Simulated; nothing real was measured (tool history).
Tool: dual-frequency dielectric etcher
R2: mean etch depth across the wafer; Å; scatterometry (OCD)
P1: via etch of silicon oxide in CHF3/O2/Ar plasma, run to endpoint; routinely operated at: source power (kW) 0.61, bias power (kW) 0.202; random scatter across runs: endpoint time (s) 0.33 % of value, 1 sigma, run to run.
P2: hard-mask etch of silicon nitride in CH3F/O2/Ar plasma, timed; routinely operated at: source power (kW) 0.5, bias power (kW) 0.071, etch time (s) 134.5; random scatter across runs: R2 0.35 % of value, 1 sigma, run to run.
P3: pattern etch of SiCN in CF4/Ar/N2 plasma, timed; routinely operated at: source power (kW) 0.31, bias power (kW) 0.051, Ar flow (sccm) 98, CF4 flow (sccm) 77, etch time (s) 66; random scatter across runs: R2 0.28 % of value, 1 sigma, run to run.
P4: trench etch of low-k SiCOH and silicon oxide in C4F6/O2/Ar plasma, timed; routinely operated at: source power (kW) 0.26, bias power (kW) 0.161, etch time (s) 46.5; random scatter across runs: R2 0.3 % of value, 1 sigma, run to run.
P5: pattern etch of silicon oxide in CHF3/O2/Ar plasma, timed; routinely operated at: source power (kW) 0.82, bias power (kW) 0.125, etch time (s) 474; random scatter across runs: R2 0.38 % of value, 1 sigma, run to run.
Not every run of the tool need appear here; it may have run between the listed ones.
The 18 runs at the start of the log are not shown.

{"run": 19, "hour": 212.5, "process that ran": "P1", "source power (kW)": 0.61, "bias power (kW)": 0.264, "endpoint time (s)": 290.14}
{"run": 20, "hour": 223.1, "process that ran": "P4", "source power (kW)": 0.16, "bias power (kW)": 0.161, "etch time (s)": 46.5, "R2": 1026.2}
{"run": 21, "hour": 236.6, "process that ran": "P1", "source power (kW)": 0.72, "bias power (kW)": 0.202, "endpoint time (s)": 299.5}
{"run": 22, "hour": 247.3, "process that ran": "P2", "source power (kW)": 0.5, "bias power (kW)": 0.071, "etch time (s)": 134.5, "R2": 979.47}
{"run": 23, "hour": 262.4, "process that ran": "P4", "source power (kW)": 0.26, "bias power (kW)": 0.161, "etch time (s)": 46.5, "R2": 1239.8}
{"run": 24, "hour": 277.6, "process that ran": "P1", "source power (kW)": 0.38, "bias power (kW)": 0.202, "endpoint time (s)": 380.12}
{"run": 25, "hour": 287.8, "process that ran": "P5", "source power (kW)": 0.82, "bias power (kW)": 0.102, "etch time (s)": 474, "R2": 8821.7}
{"hour": 294.4, "done": "source power generator calibrated"}
{"run": 26, "hour": 295.4, "process that ran": "P3", "source power (kW)": 0.31, "bias power (kW)": 0.064, "Ar flow (sccm)": 98, "CF4 flow (sccm)": 77, "etch time (s)": 66, "R2": 409.78}
{"run": 27, "hour": 306.5, "process that ran": "P5", "source power (kW)": 0.82, "bias power (kW)": 0.125, "etch time (s)": 474, "R2": 9303.9}
{"run": 28, "hour": 319.5, "process that ran": "P5", "source power (kW)": 1.16, "bias power (kW)": 0.125, "etch time (s)": 474, "R2": 10751}
{"run": 29, "hour": 332.9, "process that ran": "P5", "source power (kW)": 0.82, "bias power (kW)": 0.125, "etch time (s)": 639.5, "R2": 12684}
{"run": 30, "hour": 345.0, "process that ran": "P1", "source power (kW)": 0.61, "bias power (kW)": 0.202, "endpoint time (s)": 319.21}
{"run": 31, "hour": 352.7, "process that ran": "P1", "source power (kW)": 0.61, "bias power (kW)": 0.202, "endpoint time (s)": 320.03}
{"run": 32, "hour": 368.0, "process that ran": "P1", "source power (kW)": 0.61, "bias power (kW)": 0.202, "endpoint time (s)": 322.31}

Estimate the outcome of run 33 from the log above:
{"run": 33, "hour": 382.4, "process that ran": "P1", "source power (kW)": 0.61, "bias power (kW)": 0.202, "endpoint time (s)": "?"}

Logged for run 33: endpoint time (s) 323.87.
